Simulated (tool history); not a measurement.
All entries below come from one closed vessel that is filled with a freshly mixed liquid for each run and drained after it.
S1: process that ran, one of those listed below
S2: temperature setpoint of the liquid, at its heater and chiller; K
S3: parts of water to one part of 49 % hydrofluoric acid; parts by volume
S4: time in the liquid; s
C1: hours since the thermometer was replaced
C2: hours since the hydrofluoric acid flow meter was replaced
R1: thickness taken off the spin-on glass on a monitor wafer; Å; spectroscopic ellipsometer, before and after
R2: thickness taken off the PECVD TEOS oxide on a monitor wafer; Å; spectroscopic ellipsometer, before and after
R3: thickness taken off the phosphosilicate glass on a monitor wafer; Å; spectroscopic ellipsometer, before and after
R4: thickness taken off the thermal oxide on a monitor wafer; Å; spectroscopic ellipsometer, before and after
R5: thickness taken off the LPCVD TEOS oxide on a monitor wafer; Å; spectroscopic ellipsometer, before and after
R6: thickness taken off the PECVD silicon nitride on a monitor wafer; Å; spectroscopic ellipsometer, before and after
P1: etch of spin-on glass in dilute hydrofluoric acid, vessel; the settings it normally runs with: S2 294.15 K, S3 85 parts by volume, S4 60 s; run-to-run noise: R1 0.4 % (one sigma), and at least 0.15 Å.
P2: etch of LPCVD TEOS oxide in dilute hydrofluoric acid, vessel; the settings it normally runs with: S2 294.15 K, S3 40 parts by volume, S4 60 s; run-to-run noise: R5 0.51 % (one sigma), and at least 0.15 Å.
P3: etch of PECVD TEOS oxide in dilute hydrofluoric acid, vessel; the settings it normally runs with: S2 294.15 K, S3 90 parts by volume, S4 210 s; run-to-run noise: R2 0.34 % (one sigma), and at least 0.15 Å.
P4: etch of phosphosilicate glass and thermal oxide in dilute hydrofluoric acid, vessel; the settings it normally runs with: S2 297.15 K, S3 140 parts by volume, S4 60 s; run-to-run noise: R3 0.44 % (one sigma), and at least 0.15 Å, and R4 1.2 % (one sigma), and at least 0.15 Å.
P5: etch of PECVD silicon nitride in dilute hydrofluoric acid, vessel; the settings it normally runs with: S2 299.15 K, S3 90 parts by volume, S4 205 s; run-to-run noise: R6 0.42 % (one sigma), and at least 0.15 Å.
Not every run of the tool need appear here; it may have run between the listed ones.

Run 1, hour 9.1: S1 P1, S2 294.15 K, S3 85 parts by volume, S4 60 s; C1 1073.2; C2 811. Result: R1 300.95 Å.
Run 2, hour 24.7: S1 P3, S2 294.15 K, S3 90 parts by volume, S4 35 s; C1 1088.8; C2 826.6. Result: R2 44.27 Å.
Run 3, hour 40: S1 P4, S2 297.15 K, S3 140 parts by volume, S4 90 s; C1 1104.1; C2 841.9. Result: R3 373.74 Å, R4 27.168 Å.
Run 4, hour 53.2: S1 P2, S2 294.15 K, S3 40 parts by volume, S4 60 s; C1 1117.3; C2 855.1. Result: R5 473.52 Å.
Run 5, hour 68.3: S1 P4, S2 297.15 K, S3 140 parts by volume, S4 60 s; C1 1132.4; C2 870.2. Result: R3 248.43 Å, R4 17.805 Å.
Run 6, hour 80.1: S1 P2, S2 294.15 K, S3 65 parts by volume, S4 60 s; C1 1144.2; C2 882. Result: R5 281.46 Å.
Run 7, hour 89.8: S1 P5, S2 294.15 K, S3 90 parts by volume, S4 205 s; C1 1153.9; C2 891.7. Result: R6 101.36 Å.
Run 8, hour 101.1: S1 P1, S2 294.15 K, S3 145 parts by volume, S4 60 s; C1 1165.2; C2 903. Result: R1 164.48 Å.
Run 9, hour 113.2: S1 P1, S2 294.15 K, S3 85 parts by volume, S4 60 s; C1 1177.3; C2 915.1. Result: R1 298.19 Å.
Run 10, hour 123.4: S1 P4, S2 305.15 K, S3 140 parts by volume, S4 60 s; C1 1187.5; C2 925.3. Result: R3 337.97 Å, R4 24.818 Å.
Run 11, hour 138.4: S1 P1, S2 294.15 K, S3 85 parts by volume, S4 30 s; C1 1202.5; C2 940.3. Result: R1 148.06 Å.
Run 12, hour 155.3: S1 P4, S2 297.15 K, S3 140 parts by volume, S4 60 s; C1 1219.4; C2 957.2. Result: R3 249.81 Å, R4 18.347 Å.
Run 13, hour 173.6: S1 P4, S2 297.15 K, S3 70 parts by volume, S4 60 s; C1 1237.7; C2 975.5. Result: R3 545.91 Å, R4 39.838 Å.
Run 14, hour 183.6: S1 P5, S2 299.15 K, S3 90 parts by volume, S4 205 s; C1 1247.7; C2 985.5. Result: R6 141.28 Å.
Run 15, hour 196.2: S1 P3, S2 302.15 K, S3 90 parts by volume, S4 210 s; C1 1260.3; C2 998.1. Result: R2 367.06 Å.
Run 16, hour 204.9: S1 P1, S2 294.15 K, S3 85 parts by volume, S4 60 s; C1 1269; C2 1006.8. Result: R1 299.93 Å.
Run 17, hour 213.2: S1 P2, S2 302.15 K, S3 40 parts by volume, S4 60 s; C1 1277.3; C2 1015.1. Result: R5 662.1 Å.
Run 18, hour 228: S1 P5, S2 299.15 K, S3 90 parts by volume, S4 30 s; C1 1292.1; C2 1029.9. Result: R6 20.681 Å.
Run 19, hour 240.8: S1 P2, S2 294.15 K, S3 40 parts by volume, S4 30 s; C1 1304.9; C2 1042.7. Result: R5 235.56 Å.
Run 20, hour 256.7: S1 P5, S2 299.15 K, S3 160 parts by volume, S4 205 s; C1 1320.8; C2 1058.6. Result: R6 79.592 Å.
Run 21, hour 270.8: S1 P3, S2 294.15 K, S3 90 parts by volume, S4 210 s; C1 1334.9; C2 1072.7. Result: R2 269.42 Å.
Run 22, hour 281: S1 P1, S2 294.15 K, S3 60 parts by volume, S4 105 s; C1 1345.1; C2 1082.9. Result: R1 763.85 Å.
Run 23, hour 299.1: S1 P3, S2 294.15 K, S3 140 parts by volume, S4 210 s; C1 1363.2; C2 1101. Result: R2 163.28 Å.
Run 24, hour 307.2: S1 P1, S2 290.15 K, S3 85 parts by volume, S4 105 s; C1 1371.3; C2 1109.1. Result: R1 440.07 Å.
Run 25, hour 325.7: S1 P1, S2 294.15 K, S3 85 parts by volume, S4 60 s; C1 1389.8; C2 1127.6. Result: R1 298.91 Å.
Run 26, hour 340.8: S1 P2, S2 294.15 K, S3 40 parts by volume, S4 60 s; C1 1404.9; C2 1142.7. Result: R5 475.8 Å.
Run 27, hour 356.5: S1 P1, S2 294.15 K, S3 50 parts by volume, S4 60 s; C1 1420.6; C2 1158.4. Result: R1 536.21 Å.
Run 28, hour 369: S1 P1, S2 294.15 K, S3 85 parts by volume, S4 60 s; C1 1433.1; C2 1170.9. Result: R1 297.71 Å.
Run 29, hour 385.2: S1 P1, S2 290.15 K, S3 85 parts by volume, S4 60 s; C1 1449.3; C2 1187.1. Result: R1 251.51 Å.
Run 30, hour 402.6: S1 P5, S2 299.15 K, S3 90 parts by volume, S4 205 s; C1 1466.7; C2 1204.5. Result: R6 141.58 Å.
Run 31, hour 418: S1 P1, S2 294.15 K, S3 85 parts by volume, S4 90 s; C1 1482.1; C2 1219.9. Result: R1 447.66 Å.
Run 32, hour 426.8: S1 P1, S2 301.15 K, S3 85 parts by volume, S4 60 s; C1 1490.9; C2 1228.7. Result: R1 397.29 Å.
Run 33, hour 442.9: S1 P1, S2 294.15 K, S3 85 parts by volume, S4 60 s; C1 1507; C2 1244.8. Result: R1 297.24 Å.
Run 34, hour 457.2: S1 P1, S2 294.15 K, S3 85 parts by volume, S4 60 s; C1 1521.3; C2 1259.1. Result: R1 306.47 Å.
Run 35, hour 469: S1 P1, S2 294.15 K, S3 85 parts by volume, S4 60 s; C1 1533.1; C2 1270.9. Result: R1 313.32 Å.
Run 36, hour 477.7: S1 P1, S2 294.15 K, S3 85 parts by volume, S4 60 s; C1 1541.8; C2 1279.6. Result: R1 315.38 Å.
Run 37, hour 488.5: S1 P1, S2 294.15 K, S3 85 parts by volume, S4 60 s; C1 1552.6; C2 1290.4. Result: R1 315.67 Å.
Run 38, hour 496.9: S1 P1, S2 294.15 K, S3 85 parts by volume, S4 60 s; C1 1561; C2 1298.8. Result: R1 318.96 Å.
Run 39, hour 510.7: S1 P1, S2 294.15 K, S3 85 parts by volume, S4 60 s; C1 1574.8; C2 1312.6. Result: R1 316.23 Å.
Run 40, hour 523.1: S1 P1, S2 294.15 K, S3 85 parts by volume, S4 60 s; C1 1587.2; C2 1325. Result: R1 318.05 Å.
Run 41, hour 531.3: S1 P1, S2 294.15 K, S3 85 parts by volume, S4 60 s; C1 1595.4; C2 1333.2. Result: R1 318.87 Å.
Run 42, hour 545.5: S1 P1, S2 294.15 K, S3 85 parts by volume, S4 60 s; C1 1609.6; C2 1347.4. Result: R1 319.53 Å.

The log shows P1 creeping away from where it was. Any of the 2 causes listed here, at the size stated for it, fits the log just as well as the others:
A: liquid hotter than its thermometer reads (K) = 1.58
B: hydrofluoric acid flow above the setpoint (%) = 6.03
The process output started creeping at around hour 442.9.

Consider the 4 check runs below, whose results appear as question marks and each of which averages 2 wafers. Which one distinguishes the causes, in that each cause would give it a clearly different result?
Run check 1, hour 559.7: S1 P4, S2 297.15 K, S3 75 parts by volume, S4 60 s. Result: R3 ?, R4 ?.
Run check 2, hour 559.7: S1 P2, S2 302.15 K, S3 40 parts by volume, S4 60 s. Result: R5 ?.
Run check 3, hour 559.7: S1 P3, S2 294.15 K, S3 120 parts by volume, S4 210 s. Result: R2 ?.
Run check 4, hour 559.7: S1 P5, S2 299.15 K, S3 90 parts by volume, S4 35 s. Result: R6 ?.

If the cause were each of the candidates in turn, the checks would give the following:
  check  result    if A    if B
check 1      R3  538.16  538.57
check 1      R4  39.249  39.278
check 2      R5   699.8  699.22
check 3      R2  206.83  207.47
check 4      R6  26.769  25.611
Per check, the gap between the least separated pair of causes, taken in the result that splits them most: check 1 0.07 %; check 2 0.08 %; check 3 0.31 %; check 4 4.42 %
Of the check runs offered, only check 4 discriminates between the causes; the rest would read about the same regardless of which cause applies.

Check 4 has now been run. It gave: R6 25.494 Å. Which of the candidate causes is it?

The cause is B: hydrofluoric acid flow above the setpoint (%).

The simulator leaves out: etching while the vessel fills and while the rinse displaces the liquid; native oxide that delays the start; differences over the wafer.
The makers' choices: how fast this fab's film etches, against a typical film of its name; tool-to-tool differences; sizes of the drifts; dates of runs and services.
